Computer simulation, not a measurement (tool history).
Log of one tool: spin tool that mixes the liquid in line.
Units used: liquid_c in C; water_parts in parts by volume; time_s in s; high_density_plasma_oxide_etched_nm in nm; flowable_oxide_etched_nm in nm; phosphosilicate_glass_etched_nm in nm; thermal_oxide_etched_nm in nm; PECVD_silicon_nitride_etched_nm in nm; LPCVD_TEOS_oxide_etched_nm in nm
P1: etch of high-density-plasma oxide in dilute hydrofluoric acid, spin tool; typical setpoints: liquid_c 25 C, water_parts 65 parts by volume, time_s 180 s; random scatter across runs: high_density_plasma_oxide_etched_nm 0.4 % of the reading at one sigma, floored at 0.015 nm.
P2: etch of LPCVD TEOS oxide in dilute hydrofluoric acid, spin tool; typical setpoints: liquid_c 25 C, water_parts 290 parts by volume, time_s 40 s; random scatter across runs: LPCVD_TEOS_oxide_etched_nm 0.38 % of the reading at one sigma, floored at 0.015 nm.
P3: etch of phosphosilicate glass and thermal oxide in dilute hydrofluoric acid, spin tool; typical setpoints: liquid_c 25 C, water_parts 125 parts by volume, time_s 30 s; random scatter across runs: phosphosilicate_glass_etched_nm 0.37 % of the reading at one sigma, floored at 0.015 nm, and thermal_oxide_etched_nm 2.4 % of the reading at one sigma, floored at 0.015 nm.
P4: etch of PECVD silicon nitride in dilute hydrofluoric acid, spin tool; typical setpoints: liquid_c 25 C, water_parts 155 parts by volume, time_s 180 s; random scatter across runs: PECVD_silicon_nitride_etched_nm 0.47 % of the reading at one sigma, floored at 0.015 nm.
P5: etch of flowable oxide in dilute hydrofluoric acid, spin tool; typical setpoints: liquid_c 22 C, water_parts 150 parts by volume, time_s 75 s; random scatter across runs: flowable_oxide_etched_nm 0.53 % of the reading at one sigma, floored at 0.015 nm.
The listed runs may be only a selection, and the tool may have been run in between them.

run     day  process  liquid_c  water_parts  time_s  high_density_plasma_oxide_etched_nm  flowable_oxide_etched_nm  phosphosilicate_glass_etched_nm  thermal_oxide_etched_nm  PECVD_silicon_nitride_etched_nm  LPCVD_TEOS_oxide_etched_nm
  1   0.379       P1        25           65     180                               15.036
  2   1.046       P1        25           65     180                               15.099
  3   1.642       P5        17          150      75                                                         7.4594
  4   2.042       P1        25           65     180                                 15.1
  5   2.583       P3        25          125      15                                                                                          24.208                  0.57236
  6   2.904       P3      29.5          125      30                                                                                          57.031                   1.3327
  7   3.379       P1        25           65     265                               22.239
  8   3.712       P1        25           35     180                               29.292
  9   4.075       P1      32.5           65     300                               34.008
 10   4.671       P4        25          155     180                                                                                                                                                    4.7176
 11   5.033       P4        21          155     180                                                                                                                                                    3.6581
 12   5.496       P3        25          125      30                                                                                          48.112                   1.0919
 13   6.129       P2        25           50      40                                                                                                                                                                                48.487
 14   6.688       P2        25          290      40                                                                                                                                                                                6.3081
 15   7.154       P1        25          105     180                               8.8877
 16   7.533       P1        25           65     180                               15.179
 17   7.954       P5        22          250      75                                                         4.9219
 18   8.292       P3        25          125      30                                                                                          48.112                   1.2181
 19   8.721       P1        25           65     180                               15.158
 20   9.125       P2        33          290      40                                                                                                                                                                                8.1999
 21   9.567       P2        25          290      15                                                                                                                                                                                2.3561
 22  10.079       P1        25           65     180                                15.14
 23  10.454       P1        25           65      85                               7.1763
 24  10.917       P4        25          265     180                                                                                                                                                    2.7402
 25  11.421       P5        22          150     115                                                          13.76
 26  11.904       P1      18.5           65     180                               11.575
 27  12.417       P1        25          100     295                               15.353
 28  12.996       P5        22          150      75                                                         9.0782
 29  13.371       P5        22          150      75                                                         9.0596
 30  13.917       P1        25           90     255                               14.963
 31  14.325       P3        25           80      30                                                                                          79.498                   1.8365
 32  14.712       P1        30           65     180                               18.293
 33   15.05       P4        25          155     350                                                                                                                                                    9.1934
 34  15.696       P1        25           65     180                               15.264
 35  16.225       P1        25           65     180                               15.564
 36  16.642       P1        25           65     180                               15.801
 37  17.238       P1        25           65     180                               16.072
 38  17.758       P1        25           65     180                               16.278
 39  18.283       P1        25           65     180                               16.368
 40  18.842       P1        25           65     180                               16.488
 41  19.483       P1        25           65     180                               16.553
 42  19.933       P1        25           65     180                               16.372
 43  20.483       P1        25           65     180                               16.624
 44  20.958       P1        25           65     180                                16.56

P1 has crept away from where it was. The log is fitted equally well by each of these 2 causes, at the sizes shown:
A: hydrofluoric acid flow above the setpoint (%) = 8.49
B: liquid hotter than its thermometer reads (K) = 2.21
The gradual shift began around day 15.696.

Listed below are the offered check runs, one wafer per run, with question marks in place of results. For which of them would the causes give clearly different outcomes?
check 1  21.433       P2        25           75      15                                                                                                                                                                                     ?
check 2  21.433       P5        18          195      75                                                              ?
check 3  21.433       P3        25          125      15                                                                                               ?                        ?
check 4  21.433       P4        21          215     180                                                                                                                                                         ?

What every check run would give for each of its results, assuming each possible cause in turn:
  check                           result     if A     if B
check 1       LPCVD_TEOS_oxide_etched_nm   12.728   12.708
check 2         flowable_oxide_etched_nm   6.2494   6.1899
check 3  phosphosilicate_glass_etched_nm   26.482   26.241
check 3          thermal_oxide_etched_nm  0.62675  0.62104
check 4  PECVD_silicon_nitride_etched_nm   2.8696    3.053
Per-check spread between the two closest causes, in the result where they differ most: check 1 0.16 %; check 2 0.96 %; check 3 0.91 %; check 4 6.19 %
Of the check runs offered, only check 4 discriminates between the causes; the rest would read about the same regardless of which cause applies.

Running check 4 produced the following: PECVD_silicon_nitride_etched_nm 2.8591 nm. Which one of the listed causes fits?

It is A: hydrofluoric acid flow above the setpoint (%).
